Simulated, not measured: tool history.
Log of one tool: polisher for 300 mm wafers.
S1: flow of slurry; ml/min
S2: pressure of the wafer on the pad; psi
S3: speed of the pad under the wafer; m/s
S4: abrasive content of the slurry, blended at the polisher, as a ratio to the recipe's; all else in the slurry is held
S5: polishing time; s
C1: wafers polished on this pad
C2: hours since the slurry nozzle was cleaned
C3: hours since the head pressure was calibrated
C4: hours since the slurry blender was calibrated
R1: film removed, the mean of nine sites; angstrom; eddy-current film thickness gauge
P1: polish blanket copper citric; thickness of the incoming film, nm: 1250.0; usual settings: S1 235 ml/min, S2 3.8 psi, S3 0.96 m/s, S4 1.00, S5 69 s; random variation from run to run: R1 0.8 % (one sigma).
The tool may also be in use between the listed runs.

run,day,S1,S2,S3,S4,S5,C1,C2,C3,C4,R1
1,0.367,235,3.8,0.96,1.00,69,642,228.2,452.2,84.0,1678.90
2,0.825,235,3.8,0.96,1.00,69,780,239.2,463.2,95.0,1654.00
3,1.171,235,3.8,0.96,1.00,69,884,247.5,471.5,103.3,1653.70
4,1.933,235,3.8,0.96,1.00,69,1113,265.8,489.8,121.6,1669.60
5,2.275,235,3.8,0.96,0.60,91,1215,274.0,498.0,129.8,1996.60
6,2.708,235,3.8,0.96,1.00,69,1346,284.4,508.4,140.2,1673.40
7,3.054,235,1.8,0.96,1.00,69,1450,292.7,516.7,148.5,804.34
8,3.458,235,3.8,0.56,1.00,69,1571,302.4,526.4,158.2,996.90
9,3.858,235,3.8,0.96,1.00,69,1691,312.0,536.0,167.8,1668.80
# day 4.008: head pressure recalibrated
10,4.629,235,3.8,0.96,1.00,39,1923,330.5,14.9,186.3,945.20
11,4.971,140,3.8,0.96,1.00,69,2026,338.7,23.1,194.5,1556.00
12,5.362,235,3.8,0.96,1.35,69,2143,348.1,32.5,203.9,1768.00
13,5.833,235,3.8,0.96,0.60,69,2285,359.4,43.8,215.2,1513.80
14,6.183,235,3.8,0.96,1.00,87,2390,367.8,52.2,223.6,2103.30
15,6.962,235,5.1,0.96,1.00,69,2624,386.5,70.9,242.3,2261.50
16,7.504,235,3.8,1.22,1.00,69,2787,399.5,83.9,255.3,2103.30
17,8.196,235,3.8,0.96,1.00,69,2995,416.1,100.5,271.9,1675.20
18,8.604,360,3.8,0.96,1.00,69,3118,425.9,110.3,281.7,1724.20
19,9.104,235,3.8,0.96,1.00,69,3268,437.9,122.3,293.7,1679.60
20,9.533,235,3.8,0.96,1.00,69,3397,448.2,132.6,304.0,1635.80
21,9.896,235,3.8,0.96,1.00,69,3506,456.9,141.3,312.7,1632.50
22,10.279,235,3.8,0.96,1.00,69,3621,466.1,150.5,321.9,1607.30
# day 10.388: head pressure recalibrated
# day 10.650: worn pad replaced by a new one
23,10.804,235,3.8,0.96,1.00,69,46,478.7,10.0,334.5,1606.00
24,11.450,235,3.8,0.96,1.00,69,240,494.2,25.5,350.0,1579.70
25,11.829,235,3.8,0.96,1.00,69,354,503.3,34.6,359.1,1572.80
26,12.288,235,3.8,0.96,1.00,69,492,514.3,45.6,370.1,1580.20

What P1 gives has crept away from where it was. These 2 causes fit the log equally well, each at the size given:
A: abrasive missing from the slurry, % = 22.3
B: slurry flow missing at the pad, % = 32
The creep began at about day 9.104.
Why every other cause is out:
removal rate lost through wear of the pad, %: serviced at day 10.650, which brought nothing back
head's pressure below its setpoint, %: serviced at day 10.388, which brought nothing back

4 check runs are offered, each on 5 wafers whose results are averaged, their results left as question marks. Which one tells the causes apart?
check 1,12.746,235,4.7,0.96,1.00,48,,,,,?
check 2,12.746,235,2.5,0.74,1.00,69,,,,,?
check 3,12.746,235,2.3,0.96,1.00,69,,,,,?
check 4,12.746,140,3.8,0.72,1.00,69,,,,,?

What each check would give under each cause:
check,result,if A,if B
check 1,R1,1358.40,1358.60
check 2,R1,819.25,819.31
check 3,R1,971.69,971.77
check 4,R1,1108.70,1073.40
How far apart the two closest causes lie, in the result that separates them most: check 1 0.01 %; check 2 0.01 %; check 3 0.01 %; check 4 3.23 %
Only check 4 tells the causes apart: in the others they would give nearly the same result.

Check 4 was then run and gave: R1 1103.80 angstrom. Which cause is it?

It is A: abrasive missing from the slurry, %.
